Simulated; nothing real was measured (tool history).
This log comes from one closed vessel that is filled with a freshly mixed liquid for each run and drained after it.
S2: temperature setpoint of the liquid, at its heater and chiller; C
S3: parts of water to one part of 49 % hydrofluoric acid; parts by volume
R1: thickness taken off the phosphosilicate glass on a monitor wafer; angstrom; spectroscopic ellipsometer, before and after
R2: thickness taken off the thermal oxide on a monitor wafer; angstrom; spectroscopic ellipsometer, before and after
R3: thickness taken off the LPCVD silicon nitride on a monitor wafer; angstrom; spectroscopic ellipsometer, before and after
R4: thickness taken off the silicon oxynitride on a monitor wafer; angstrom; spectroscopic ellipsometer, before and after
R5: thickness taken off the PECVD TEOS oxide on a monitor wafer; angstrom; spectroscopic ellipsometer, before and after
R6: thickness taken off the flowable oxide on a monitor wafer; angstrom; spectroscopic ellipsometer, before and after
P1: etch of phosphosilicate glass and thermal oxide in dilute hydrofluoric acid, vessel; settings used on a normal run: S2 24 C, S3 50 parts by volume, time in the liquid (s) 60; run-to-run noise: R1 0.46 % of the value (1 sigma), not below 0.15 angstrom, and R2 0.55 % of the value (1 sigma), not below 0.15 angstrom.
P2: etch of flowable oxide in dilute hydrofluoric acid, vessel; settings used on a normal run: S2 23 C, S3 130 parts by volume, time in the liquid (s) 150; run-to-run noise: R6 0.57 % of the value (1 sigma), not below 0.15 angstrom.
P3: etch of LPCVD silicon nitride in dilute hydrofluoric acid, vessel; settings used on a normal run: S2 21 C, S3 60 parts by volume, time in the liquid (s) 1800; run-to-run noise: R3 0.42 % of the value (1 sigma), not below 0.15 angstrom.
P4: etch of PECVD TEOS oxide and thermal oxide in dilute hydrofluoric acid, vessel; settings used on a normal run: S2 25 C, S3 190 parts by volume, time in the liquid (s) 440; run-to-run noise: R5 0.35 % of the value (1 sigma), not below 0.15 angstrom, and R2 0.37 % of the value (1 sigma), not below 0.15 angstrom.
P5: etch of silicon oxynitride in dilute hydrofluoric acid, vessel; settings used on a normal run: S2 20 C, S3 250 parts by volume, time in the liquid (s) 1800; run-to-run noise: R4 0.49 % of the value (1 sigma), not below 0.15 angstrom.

{"run": 1, "hour": 4.1, "process that ran": "P1", "S2": 24, "S3": 50, "time in the liquid (s)": 60, "R1": 783.99, "R2": 61.69}
{"run": 2, "hour": 7.7, "process that ran": "P1", "S2": 24, "S3": 50, "time in the liquid (s)": 30, "R1": 393.75, "R2": 30.733}
{"run": 3, "hour": 11.5, "process that ran": "P3", "S2": 21, "S3": 90, "time in the liquid (s)": 1800, "R3": 74.242}
{"run": 4, "hour": 16.6, "process that ran": "P5", "S2": 20, "S3": 250, "time in the liquid (s)": 795, "R4": 70.594}
{"run": 5, "hour": 20.6, "process that ran": "P5", "S2": 20, "S3": 250, "time in the liquid (s)": 1800, "R4": 161.05}
{"run": 6, "hour": 26.5, "process that ran": "P4", "S2": 25, "S3": 190, "time in the liquid (s)": 440, "R2": 103.7, "R5": 476.47}
{"run": 7, "hour": 32.0, "process that ran": "P2", "S2": 23, "S3": 185, "time in the liquid (s)": 150, "R6": 184.03}
{"run": 8, "hour": 37.9, "process that ran": "P3", "S2": 21, "S3": 60, "time in the liquid (s)": 155, "R3": 9.4258}
{"run": 9, "hour": 42.2, "process that ran": "P1", "S2": 24, "S3": 25, "time in the liquid (s)": 85, "R1": 2317.1, "R2": 179.9}
{"run": 10, "hour": 47.1, "process that ran": "P1", "S2": 24, "S3": 50, "time in the liquid (s)": 105, "R1": 1380.3, "R2": 107.38}
{"run": 11, "hour": 50.4, "process that ran": "P5", "S2": 20, "S3": 250, "time in the liquid (s)": 1800, "R4": 160.86}
{"run": 12, "hour": 55.2, "process that ran": "P1", "S2": 31, "S3": 50, "time in the liquid (s)": 30, "R1": 523.22, "R2": 40.228}
{"run": 13, "hour": 61.7, "process that ran": "P1", "S2": 24, "S3": 70, "time in the liquid (s)": 60, "R1": 545.05, "R2": 42.458}
{"run": 14, "hour": 67.4, "process that ran": "P4", "S2": 25, "S3": 40, "time in the liquid (s)": 440, "R2": 592.66, "R5": 2714.5}
{"run": 15, "hour": 73.4, "process that ran": "P3", "S2": 21, "S3": 60, "time in the liquid (s)": 1800, "R3": 109.3}
{"run": 16, "hour": 78.5, "process that ran": "P1", "S2": 24, "S3": 50, "time in the liquid (s)": 60, "R1": 789.63, "R2": 61.665}
{"run": 17, "hour": 82.1, "process that ran": "P5", "S2": 17, "S3": 250, "time in the liquid (s)": 1800, "R4": 138.9}
{"run": 18, "hour": 88.2, "process that ran": "P3", "S2": 21, "S3": 60, "time in the liquid (s)": 1800, "R3": 109.68}
{"run": 19, "hour": 91.7, "process that ran": "P5", "S2": 20, "S3": 400, "time in the liquid (s)": 1800, "R4": 92.233}
{"run": 20, "hour": 96.8, "process that ran": "P1", "S2": 17, "S3": 50, "time in the liquid (s)": 60, "R1": 579.4, "R2": 45.615}
{"run": 21, "hour": 101.8, "process that ran": "P1", "S2": 29, "S3": 50, "time in the liquid (s)": 60, "R1": 965.92, "R2": 74.764}
{"run": 22, "hour": 107.7, "process that ran": "P2", "S2": 17, "S3": 130, "time in the liquid (s)": 150, "R6": 213.64}
{"run": 23, "hour": 112.1, "process that ran": "P1", "S2": 24, "S3": 50, "time in the liquid (s)": 60, "R1": 784.6, "R2": 62.22}
{"run": 24, "hour": 115.5, "process that ran": "P1", "S2": 24, "S3": 30, "time in the liquid (s)": 60, "R1": 1356.4, "R2": 105.3}
{"run": 25, "hour": 122.3, "process that ran": "P4", "S2": 25, "S3": 190, "time in the liquid (s)": 875, "R2": 203.96, "R5": 947.35}
{"run": 26, "hour": 126.0, "process that ran": "P1", "S2": 29.5, "S3": 20, "time in the liquid (s)": 60, "R1": 2562.4, "R2": 202.1}
{"run": 27, "hour": 129.8, "process that ran": "P3", "S2": 28, "S3": 60, "time in the liquid (s)": 1800, "R3": 175.39}
{"run": 28, "hour": 133.7, "process that ran": "P4", "S2": 17, "S3": 190, "time in the liquid (s)": 440, "R2": 76.047, "R5": 350}
{"run": 29, "hour": 136.9, "process that ran": "P4", "S2": 25, "S3": 190, "time in the liquid (s)": 440, "R2": 103.19, "R5": 474.3}
{"run": 30, "hour": 140.6, "process that ran": "P2", "S2": 23, "S3": 130, "time in the liquid (s)": 150, "R6": 274.86}
{"run": 31, "hour": 144.2, "process that ran": "P1", "S2": 24, "S3": 50, "time in the liquid (s)": 60, "R1": 790.14, "R2": 61.215}
{"run": 32, "hour": 150.8, "process that ran": "P2", "S2": 23, "S3": 130, "time in the liquid (s)": 50, "R6": 91.484}
{"run": 33, "hour": 154.7, "process that ran": "P1", "S2": 24, "S3": 50, "time in the liquid (s)": 60, "R1": 789.79, "R2": 61.849}
{"run": 34, "hour": 161.1, "process that ran": "P1", "S2": 24, "S3": 50, "time in the liquid (s)": 60, "R1": 809.79, "R2": 63.446}
{"run": 35, "hour": 164.6, "process that ran": "P1", "S2": 24, "S3": 50, "time in the liquid (s)": 60, "R1": 820.04, "R2": 63.609}
{"run": 36, "hour": 171.4, "process that ran": "P1", "S2": 24, "S3": 50, "time in the liquid (s)": 60, "R1": 828.1, "R2": 64.658}
{"run": 37, "hour": 175.4, "process that ran": "P1", "S2": 24, "S3": 50, "time in the liquid (s)": 60, "R1": 837.31, "R2": 65.072}
{"run": 38, "hour": 180.6, "process that ran": "P1", "S2": 24, "S3": 50, "time in the liquid (s)": 60, "R1": 834.81, "R2": 65.267}
{"run": 39, "hour": 186.4, "process that ran": "P1", "S2": 24, "S3": 50, "time in the liquid (s)": 60, "R1": 836.52, "R2": 65.214}
{"run": 40, "hour": 192.0, "process that ran": "P1", "S2": 24, "S3": 50, "time in the liquid (s)": 60, "R1": 837.59, "R2": 65.341}

What P1 gives has crept off from where it sat before. The 2 causes that follow fit the log equally well, each at the size noted:
A: liquid hotter than its thermometer reads (K) = 1.45
B: hydrofluoric acid flow above the setpoint (%) = 5.72
The onset of the drift is placed at about hour 154.7.

You are offered 4 check runs, listed below with question marks in place of their results; each one averages 3 wafers. Which run separates the listed causes by giving clearly different results for each?
{"run": "check 1", "hour": 197.6, "process that ran": "P4", "S2": 25, "S3": 50, "time in the liquid (s)": 670, "R2": "?", "R5": "?"}
{"run": "check 2", "hour": 197.6, "process that ran": "P3", "S2": 27.5, "S3": 60, "time in the liquid (s)": 200, "R3": "?"}
{"run": "check 3", "hour": 197.6, "process that ran": "P5", "S2": 17, "S3": 390, "time in the liquid (s)": 1800, "R4": "?"}
{"run": "check 4", "hour": 197.6, "process that ran": "P2", "S2": 17, "S3": 130, "time in the liquid (s)": 150, "R6": "?"}

How each check would come out, cause by cause:
check=check_1 result=R2 if_A=750.86 if_B=751.28
check=check_1 result=R5 if_A=3465.4 if_B=3467.3
check=check_2 result=R3 if_A=20.627 if_B=19.834
check=check_3 result=R4 if_A=88.761 if_B=89.013
check=check_4 result=R6 if_A=230.15 if_B=230.82
Minimum pairwise separation of causes per check, each pair taken at its best-separating result: check 1 0.06 %; check 2 3.92 %; check 3 0.28 %; check 4 0.29 %
Only check 2 tells the causes apart: in the others they would give nearly the same result.

Check 2 was then run and gave: R3 20.03 angstrom. Which cause is it?

Of the candidate causes, it is B: hydrofluoric acid flow above the setpoint (%).
